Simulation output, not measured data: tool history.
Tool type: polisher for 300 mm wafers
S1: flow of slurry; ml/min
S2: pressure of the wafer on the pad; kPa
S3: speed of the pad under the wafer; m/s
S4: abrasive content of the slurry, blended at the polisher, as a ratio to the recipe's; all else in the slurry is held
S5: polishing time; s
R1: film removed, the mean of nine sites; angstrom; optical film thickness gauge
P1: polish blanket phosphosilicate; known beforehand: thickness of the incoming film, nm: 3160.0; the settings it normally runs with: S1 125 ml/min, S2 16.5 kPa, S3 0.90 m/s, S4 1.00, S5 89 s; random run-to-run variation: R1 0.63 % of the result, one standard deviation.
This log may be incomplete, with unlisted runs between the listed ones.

| run | hour | S1 | S2 | S3 | S4 | S5 | R1 |
|---|---|---|---|---|---|---|---|
| 1 | 4.9 | 125 | 16.5 | 0.90 | 1.00 | 89 | 4648.4 |
| 2 | 9.3 | 125 | 9.0 | 1.12 | 1.00 | 89 | 3011.9 |
| 3 | 14.1 | 125 | 16.5 | 0.90 | 1.00 | 89 | 4647.8 |
| 4 | 21.6 | 125 | 16.5 | 0.90 | 1.00 | 89 | 4585.8 |
| 5 | 25.6 | 195 | 16.5 | 0.90 | 1.00 | 89 | 4966.3 |
| 6 | 31.8 | 125 | 16.5 | 0.90 | 1.00 | 117 | 6067.7 |
| 7 | 37.1 | 125 | 16.5 | 0.90 | 0.55 | 89 | 3360.5 |
| 8 | 41.7 | 125 | 16.5 | 0.46 | 1.00 | 89 | 2715.5 |
| 9 | 48.1 | 125 | 16.5 | 0.90 | 1.50 | 89 | 5418.5 |
| 10 | 56.1 | 125 | 16.5 | 0.90 | 1.00 | 89 | 4612.9 |
| 11 | 60.7 | 125 | 16.5 | 0.90 | 1.00 | 89 | 4601.6 |
| 12 | 65.0 | 125 | 9.0 | 0.90 | 1.00 | 89 | 2521.2 |
| 13 | 72.9 | 125 | 16.5 | 0.90 | 1.00 | 40 | 2058.7 |
| 14 | 78.0 | 75 | 16.5 | 0.90 | 1.00 | 89 | 3984.0 |
| 15 | 83.6 | 125 | 23.4 | 0.90 | 1.00 | 89 | 6544.1 |
|  | 84.4 | slurry blender recalibrated |
| 16 | 89.3 | 125 | 16.5 | 0.90 | 1.00 | 89 | 4592.8 |
| 17 | 95.3 | 125 | 16.5 | 1.42 | 1.00 | 89 | 6650.6 |
| 18 | 98.9 | 125 | 16.5 | 0.90 | 1.00 | 89 | 4577.0 |
| 19 | 106.1 | 125 | 16.5 | 0.90 | 1.00 | 89 | 4315.6 |
| 20 | 111.0 | 125 | 16.5 | 0.90 | 1.00 | 89 | 4162.8 |
| 21 | 116.2 | 125 | 16.5 | 0.90 | 1.00 | 89 | 4046.7 |
|  | 122.0 | conditioning disc replaced and pad reconditioned |
| 22 | 123.3 | 125 | 16.5 | 0.90 | 1.00 | 89 | 4024.3 |
|  | 125.8 | slurry nozzle cleaned |
|  | 128.7 | head pressure recalibrated |
| 23 | 130.6 | 125 | 16.5 | 0.90 | 1.00 | 89 | 4013.3 |

Estimate the outcome of run 24 from the log above:
| 24 | 138.1 | 125 | 16.5 | 0.90 | 1.00 | 89 | ? |

Run 24 produced R1 3974.7 angstrom.
